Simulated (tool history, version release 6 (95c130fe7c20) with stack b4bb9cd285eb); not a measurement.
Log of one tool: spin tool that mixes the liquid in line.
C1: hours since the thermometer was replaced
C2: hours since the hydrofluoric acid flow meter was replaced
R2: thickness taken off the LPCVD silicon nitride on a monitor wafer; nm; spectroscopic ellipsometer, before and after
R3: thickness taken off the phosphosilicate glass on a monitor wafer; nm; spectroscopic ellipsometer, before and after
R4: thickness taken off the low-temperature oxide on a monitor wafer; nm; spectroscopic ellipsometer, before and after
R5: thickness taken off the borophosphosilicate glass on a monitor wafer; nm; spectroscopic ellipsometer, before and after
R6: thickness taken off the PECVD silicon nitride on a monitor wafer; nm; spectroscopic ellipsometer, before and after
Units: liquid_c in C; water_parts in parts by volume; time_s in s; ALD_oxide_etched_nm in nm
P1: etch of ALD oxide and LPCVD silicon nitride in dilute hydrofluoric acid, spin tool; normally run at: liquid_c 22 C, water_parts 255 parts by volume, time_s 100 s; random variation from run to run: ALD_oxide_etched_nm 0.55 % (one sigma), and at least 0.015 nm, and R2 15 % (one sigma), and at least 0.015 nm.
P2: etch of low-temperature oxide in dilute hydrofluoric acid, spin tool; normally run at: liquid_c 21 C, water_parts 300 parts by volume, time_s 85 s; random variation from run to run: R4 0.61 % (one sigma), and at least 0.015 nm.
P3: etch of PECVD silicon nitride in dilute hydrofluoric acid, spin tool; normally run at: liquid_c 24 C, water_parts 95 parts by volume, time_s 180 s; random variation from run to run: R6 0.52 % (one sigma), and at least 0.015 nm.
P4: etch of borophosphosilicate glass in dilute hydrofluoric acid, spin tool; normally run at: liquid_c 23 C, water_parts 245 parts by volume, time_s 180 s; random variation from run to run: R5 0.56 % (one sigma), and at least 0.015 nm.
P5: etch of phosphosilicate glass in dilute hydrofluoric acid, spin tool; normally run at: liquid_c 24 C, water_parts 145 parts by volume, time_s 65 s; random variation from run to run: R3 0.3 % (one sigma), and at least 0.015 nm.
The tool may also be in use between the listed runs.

Run 1, hour 8.3: process P1, liquid_c 22 C, water_parts 255 parts by volume, time_s 100 s; C1 1157.7; C2 1026.1. Result: ALD_oxide_etched_nm 4.3015 nm, R2 0.22131 nm.
Run 2, hour 21.8: process P5, liquid_c 24 C, water_parts 200 parts by volume, time_s 65 s; C1 1171.2; C2 1039.6. Result: R3 36.106 nm.
Run 3, hour 40.1: process P2, liquid_c 21 C, water_parts 450 parts by volume, time_s 85 s; C1 1189.5; C2 1057.9. Result: R4 2.61 nm.
Run 4, hour 54.9: process P4, liquid_c 23 C, water_parts 245 parts by volume, time_s 285 s; C1 1204.3; C2 1072.7. Result: R5 40.253 nm.
Run 5, hour 63.8: process P1, liquid_c 22 C, water_parts 255 parts by volume, time_s 155 s; C1 1213.2; C2 1081.6. Result: ALD_oxide_etched_nm 6.7079 nm, R2 0.28053 nm.
Run 6, hour 74.5: process P5, liquid_c 24 C, water_parts 145 parts by volume, time_s 15 s; C1 1223.9; C2 1092.3. Result: R3 12.205 nm.
Run 7, hour 93.2: process P3, liquid_c 24 C, water_parts 165 parts by volume, time_s 180 s; C1 1242.6; C2 1111. Result: R6 3.0534 nm.
Run 8, hour 103.2: process P3, liquid_c 24 C, water_parts 95 parts by volume, time_s 180 s; C1 1252.6; C2 1121. Result: R6 5.2759 nm.
Run 9, hour 116.4: process P1, liquid_c 17 C, water_parts 255 parts by volume, time_s 100 s; C1 1265.8; C2 1134.2. Result: ALD_oxide_etched_nm 3.53 nm, R2 0.16104 nm.
Run 10, hour 132.9: process P4, liquid_c 23 C, water_parts 245 parts by volume, time_s 180 s; C1 1282.3; C2 1150.7. Result: R5 25.35 nm.
Run 11, hour 141.8: process P3, liquid_c 30 C, water_parts 95 parts by volume, time_s 180 s; C1 1291.2; C2 1159.6. Result: R6 7.8188 nm.
Run 12, hour 160.8: process P1, liquid_c 22 C, water_parts 255 parts by volume, time_s 100 s; C1 1310.2; C2 1178.6. Result: ALD_oxide_etched_nm 4.3085 nm, R2 0.097189 nm.
Run 13, hour 171.2: process P1, liquid_c 22 C, water_parts 255 parts by volume, time_s 100 s; C1 1320.6; C2 1189. Result: ALD_oxide_etched_nm 4.3439 nm, R2 0.18638 nm.
Run 14, hour 180.4: process P5, liquid_c 24 C, water_parts 145 parts by volume, time_s 65 s; C1 1329.8; C2 1198.2. Result: R3 52.706 nm.
Run 15, hour 197.8: process P1, liquid_c 22 C, water_parts 255 parts by volume, time_s 100 s; C1 1347.2; C2 1215.6. Result: ALD_oxide_etched_nm 4.2959 nm, R2 0.16813 nm.
Run 16, hour 211.7: process P1, liquid_c 22 C, water_parts 255 parts by volume, time_s 100 s; C1 1361.1; C2 1229.5. Result: ALD_oxide_etched_nm 4.259 nm, R2 0.23896 nm.
Run 17, hour 226.1: process P2, liquid_c 21 C, water_parts 300 parts by volume, time_s 85 s; C1 1375.5; C2 1243.9. Result: R4 4.4745 nm.
Run 18, hour 244.7: process P5, liquid_c 24 C, water_parts 145 parts by volume, time_s 65 s; C1 1394.1; C2 1262.5. Result: R3 52.668 nm.
Run 19, hour 256.1: process P4, liquid_c 27.5 C, water_parts 245 parts by volume, time_s 180 s; C1 1405.5; C2 1273.9. Result: R5 29.564 nm.
Run 20, hour 265.1: process P1, liquid_c 22 C, water_parts 255 parts by volume, time_s 100 s; C1 1414.5; C2 1282.9. Result: ALD_oxide_etched_nm 4.309 nm, R2 0.18231 nm.
Run 21, hour 281.9: process P2, liquid_c 26 C, water_parts 300 parts by volume, time_s 85 s; C1 1431.3; C2 1299.7. Result: R4 5.3653 nm.
Run 22, hour 295.4: process P4, liquid_c 23 C, water_parts 245 parts by volume, time_s 180 s; C1 1444.8; C2 1313.2. Result: R5 25.572 nm.
Run 23, hour 313.9: process P3, liquid_c 24 C, water_parts 95 parts by volume, time_s 180 s; C1 1463.3; C2 1331.7. Result: R6 5.305 nm.
Run 24, hour 333.1: process P1, liquid_c 22 C, water_parts 385 parts by volume, time_s 100 s; C1 1482.5; C2 1350.9. Result: ALD_oxide_etched_nm 2.5336 nm, R2 0.10978 nm.
Run 25, hour 348.8: process P1, liquid_c 22 C, water_parts 160 parts by volume, time_s 100 s; C1 1498.2; C2 1366.6. Result: ALD_oxide_etched_nm 7.5366 nm, R2 0.27692 nm.
Run 26, hour 361: process P2, liquid_c 21 C, water_parts 300 parts by volume, time_s 30 s; C1 1510.4; C2 1378.8. Result: R4 1.5543 nm.
Run 27, hour 373.1: process P3, liquid_c 24 C, water_parts 95 parts by volume, time_s 285 s; C1 1522.5; C2 1390.9. Result: R6 8.3204 nm.
Run 28, hour 384.8: process P5, liquid_c 19.5 C, water_parts 145 parts by volume, time_s 65 s; C1 1534.2; C2 1402.6. Result: R3 44.762 nm.
Run 29, hour 398.5: process P1, liquid_c 22 C, water_parts 255 parts by volume, time_s 100 s; C1 1547.9; C2 1416.3. Result: ALD_oxide_etched_nm 4.3176 nm, R2 0.1769 nm.
Run 30, hour 411.2: process P1, liquid_c 29 C, water_parts 255 parts by volume, time_s 100 s; C1 1560.6; C2 1429. Result: ALD_oxide_etched_nm 5.4862 nm, R2 0.22909 nm.
Run 31, hour 430: process P1, liquid_c 22 C, water_parts 255 parts by volume, time_s 15 s; C1 1579.4; C2 1447.8. Result: ALD_oxide_etched_nm 0.66192 nm, R2 0.053227 nm.
Run 32, hour 440.8: process P1, liquid_c 22 C, water_parts 345 parts by volume, time_s 175 s; C1 1590.2; C2 1458.6. Result: ALD_oxide_etched_nm 5.1204 nm, R2 0.21818 nm.
Run 33, hour 457.9: process P4, liquid_c 23 C, water_parts 340 parts by volume, time_s 180 s; C1 1607.3; C2 1475.7. Result: R5 16.824 nm.

The next listed run, before its measurement:
Run 34, hour 467.4: process P1, liquid_c 22 C, water_parts 255 parts by volume, time_s 100 s; C1 1616.8; C2 1485.2. Result: ALD_oxide_etched_nm ?, R2 ?.

{"run 34": {"ALD_oxide_etched_nm": 4.3652, "R2": 0.21261}}

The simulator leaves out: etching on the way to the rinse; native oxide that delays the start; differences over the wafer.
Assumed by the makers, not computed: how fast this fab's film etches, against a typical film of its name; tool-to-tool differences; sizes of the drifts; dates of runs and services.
